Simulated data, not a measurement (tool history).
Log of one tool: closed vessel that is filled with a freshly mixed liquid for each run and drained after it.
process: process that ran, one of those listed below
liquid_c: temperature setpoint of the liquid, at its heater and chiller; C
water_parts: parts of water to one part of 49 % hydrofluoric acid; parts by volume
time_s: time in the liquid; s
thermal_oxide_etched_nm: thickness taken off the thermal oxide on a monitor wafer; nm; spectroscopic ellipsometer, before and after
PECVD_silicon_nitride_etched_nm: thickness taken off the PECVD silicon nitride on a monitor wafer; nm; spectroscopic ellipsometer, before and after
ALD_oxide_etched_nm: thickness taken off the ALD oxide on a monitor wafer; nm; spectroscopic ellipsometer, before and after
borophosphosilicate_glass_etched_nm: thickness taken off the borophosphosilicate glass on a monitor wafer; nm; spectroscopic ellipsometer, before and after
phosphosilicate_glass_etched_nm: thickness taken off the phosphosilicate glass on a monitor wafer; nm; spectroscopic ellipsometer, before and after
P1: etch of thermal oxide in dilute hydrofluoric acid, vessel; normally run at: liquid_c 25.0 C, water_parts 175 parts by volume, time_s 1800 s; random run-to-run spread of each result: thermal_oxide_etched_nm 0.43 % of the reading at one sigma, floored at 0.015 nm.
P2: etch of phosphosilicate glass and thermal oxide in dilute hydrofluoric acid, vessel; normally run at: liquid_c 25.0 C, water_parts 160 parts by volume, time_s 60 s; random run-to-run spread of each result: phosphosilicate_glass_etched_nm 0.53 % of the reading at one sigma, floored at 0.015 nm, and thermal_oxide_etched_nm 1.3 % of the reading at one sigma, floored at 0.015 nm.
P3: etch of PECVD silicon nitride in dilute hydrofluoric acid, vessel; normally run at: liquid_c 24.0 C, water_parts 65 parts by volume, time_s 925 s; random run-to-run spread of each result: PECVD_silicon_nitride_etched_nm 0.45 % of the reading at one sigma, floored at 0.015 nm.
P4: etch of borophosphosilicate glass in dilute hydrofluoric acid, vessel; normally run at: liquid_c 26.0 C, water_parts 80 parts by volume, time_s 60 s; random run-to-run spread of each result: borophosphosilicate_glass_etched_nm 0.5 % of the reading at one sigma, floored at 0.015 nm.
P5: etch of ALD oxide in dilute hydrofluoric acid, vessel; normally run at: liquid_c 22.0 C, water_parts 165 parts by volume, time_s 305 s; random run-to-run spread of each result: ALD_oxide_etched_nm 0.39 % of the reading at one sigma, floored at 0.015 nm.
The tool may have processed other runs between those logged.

| run | hour | process | liquid_c | water_parts | time_s | hours since the thermometer was replaced | hours since the hydrofluoric acid flow meter was replaced | thermal_oxide_etched_nm | PECVD_silicon_nitride_etched_nm | ALD_oxide_etched_nm | borophosphosilicate_glass_etched_nm | phosphosilicate_glass_etched_nm |
|---|---|---|---|---|---|---|---|---|---|---|---|---|
| 1 | 9.4 | P1 | 25.0 | 175 | 1800 | 313.9 | 244.7 | 47.59100 |  |  |  |  |
| 2 | 15.0 | P1 | 25.0 | 175 | 1800 | 319.5 | 250.3 | 47.39200 |  |  |  |  |
| 3 | 22.2 | P1 | 25.0 | 175 | 1800 | 326.7 | 257.5 | 47.69200 |  |  |  |  |
| 4 | 31.0 | P3 | 24.0 | 65 | 925 | 335.5 | 266.3 |  | 35.478 |  |  |  |
| 5 | 38.6 | P1 | 25.0 | 175 | 1800 | 343.1 | 273.9 | 48.12600 |  |  |  |  |
| 6 | 45.4 | P1 | 25.0 | 175 | 3295 | 349.9 | 280.7 | 87.79100 |  |  |  |  |
| 7 | 53.8 | P1 | 25.0 | 175 | 1800 | 358.3 | 289.1 | 47.93000 |  |  |  |  |
| 8 | 61.5 | P3 | 30.0 | 65 | 925 | 366.0 | 296.8 |  | 52.577 |  |  |  |
| 9 | 69.9 | P5 | 22.0 | 50 | 305 | 374.4 | 305.2 |  |  | 59.7580 |  |  |
| 10 | 76.5 | P4 | 20.5 | 80 | 60 | 381.0 | 311.8 |  |  |  | 30.883 |  |
| 11 | 82.1 | P5 | 27.0 | 165 | 305 | 386.6 | 317.4 |  |  | 19.2720 |  |  |
| 12 | 91.8 | P1 | 25.0 | 80 | 435 | 396.3 | 327.1 | 28.30100 |  |  |  |  |
| 13 | 97.1 | P1 | 32.5 | 175 | 1800 | 401.6 | 332.4 | 62.77700 |  |  |  |  |
| 14 | 105.6 | P2 | 25.0 | 285 | 60 | 410.1 | 340.9 | 0.80303 |  |  |  | 35.952 |
| 15 | 112.9 | P2 | 17.5 | 160 | 60 | 417.4 | 348.2 | 1.17820 |  |  |  | 55.128 |
| 16 | 122.8 | P1 | 21.5 | 175 | 545 | 427.3 | 358.1 | 12.62900 |  |  |  |  |
| 17 | 132.0 | P1 | 25.0 | 300 | 1800 | 436.5 | 367.3 | 24.32700 |  |  |  |  |
| 18 | 137.6 | P3 | 24.0 | 20 | 925 | 442.1 | 372.9 |  | 111.600 |  |  |  |
| 19 | 147.6 | P1 | 25.0 | 175 | 1800 | 452.1 | 382.9 | 47.89100 |  |  |  |  |
| 20 | 153.3 | P4 | 26.0 | 80 | 30 | 457.8 | 388.6 |  |  |  | 19.294 |  |
| 21 | 162.4 | P2 | 25.0 | 160 | 60 | 466.9 | 397.7 | 1.58600 |  |  |  | 73.422 |
| 22 | 167.5 | P4 | 26.0 | 80 | 60 | 472.0 | 402.8 |  |  |  | 38.294 |  |
| 23 | 174.0 | P3 | 24.0 | 65 | 295 | 478.5 | 409.3 |  | 11.365 |  |  |  |
| 24 | 182.9 | P4 | 26.0 | 80 | 60 | 487.4 | 418.2 |  |  |  | 38.533 |  |
| 25 | 189.2 | P1 | 25.0 | 175 | 500 | 493.7 | 424.5 | 13.24000 |  |  |  |  |
| 26 | 194.8 | P4 | 26.0 | 140 | 60 | 499.3 | 430.1 |  |  |  | 20.310 |  |
| 27 | 203.2 | P5 | 22.0 | 165 | 30 | 507.7 | 438.5 |  |  | 1.5741 |  |  |
| 28 | 210.7 | P1 | 25.0 | 75 | 1800 | 515.2 | 446.0 | 126.16000 |  |  |  |  |
| 29 | 218.7 | P5 | 22.0 | 165 | 305 | 523.2 | 454.0 |  |  | 16.0060 |  |  |
| 30 | 225.5 | P1 | 17.0 | 175 | 1800 | 530.0 | 460.8 | 34.89900 |  |  |  |  |
| 31 | 230.0 | P1 | 25.0 | 175 | 1800 | 534.5 | 465.3 | 47.87400 |  |  |  |  |
| 32 | 236.5 | P1 | 25.0 | 240 | 3135 | 541.0 | 471.8 | 56.45800 |  |  |  |  |
| 33 | 241.6 | P3 | 24.0 | 65 | 925 | 546.1 | 476.9 |  | 35.518 |  |  |  |
| 34 | 246.1 | P2 | 25.0 | 160 | 95 | 550.6 | 481.4 | 2.50470 |  |  |  | 115.900 |
| 35 | 254.1 | P1 | 25.0 | 175 | 1800 | 558.6 | 489.4 | 47.85100 |  |  |  |  |
| 36 | 261.9 | P1 | 25.0 | 175 | 1800 | 566.4 | 497.2 | 46.17900 |  |  |  |  |
| 37 | 266.6 | P1 | 25.0 | 175 | 1800 | 571.1 | 501.9 | 45.84200 |  |  |  |  |
| 38 | 276.5 | P1 | 25.0 | 175 | 1800 | 581.0 | 511.8 | 45.14400 |  |  |  |  |
| 39 | 284.8 | P1 | 25.0 | 175 | 1800 | 589.3 | 520.1 | 45.04600 |  |  |  |  |
| 40 | 291.5 | P1 | 25.0 | 175 | 1800 | 596.0 | 526.8 | 44.63200 |  |  |  |  |
| 41 | 298.0 | P1 | 25.0 | 175 | 1800 | 602.5 | 533.3 | 44.58500 |  |  |  |  |
| 42 | 305.4 | P1 | 25.0 | 175 | 1800 | 609.9 | 540.7 | 44.89300 |  |  |  |  |
| 43 | 314.3 | P1 | 25.0 | 175 | 1800 | 618.8 | 549.6 | 44.82800 |  |  |  |  |

Compared with where it was, what P1 gives has crept away. Each cause listed below fits the log as well as the rest, at the size given for it:
A: liquid colder than its thermometer reads (K) = 1.92
B: hydrofluoric acid flow below the setpoint (%) = 5.81
Creep in the process output first set in at about hour 254.1.

Consider the 4 single-wafer check runs listed below, results given as question marks: which one distinguishes between the causes by giving clearly different results for each?
| check 1 | 323.2 | P3 | 24.0 | 65 | 925 |  |  |  | ? |  |  |  |
| check 2 | 323.2 | P5 | 22.0 | 165 | 305 |  |  |  |  | ? |  |  |
| check 3 | 323.2 | P4 | 26.0 | 80 | 60 |  |  |  |  |  | ? |  |
| check 4 | 323.2 | P2 | 25.0 | 160 | 60 |  |  | ? |  |  |  | ? |

Outcome of each check run for each possible cause:
| check | result | if A | if B |
|---|---|---|---|
| check 1 | PECVD_silicon_nitride_etched_nm | 31.246 | 33.533 |
| check 2 | ALD_oxide_etched_nm | 14.8000 | 14.8620 |
| check 3 | borophosphosilicate_glass_etched_nm | 35.720 | 36.086 |
| check 4 | thermal_oxide_etched_nm | 1.47190 | 1.47440 |
| check 4 | phosphosilicate_glass_etched_nm | 68.210 | 68.325 |
Separation of the two closest causes in each check, using whichever result separates them best: check 1 7.07 %; check 2 0.42 %; check 3 1.02 %; check 4 0.17 %
Check 1 is the one run that separates the causes; every other check would come out nearly the same whichever cause is at work.

With check 1 done, the readings were: PECVD_silicon_nitride_etched_nm 33.505 nm. Identify which of the listed causes applies.

It is B: hydrofluoric acid flow below the setpoint (%).
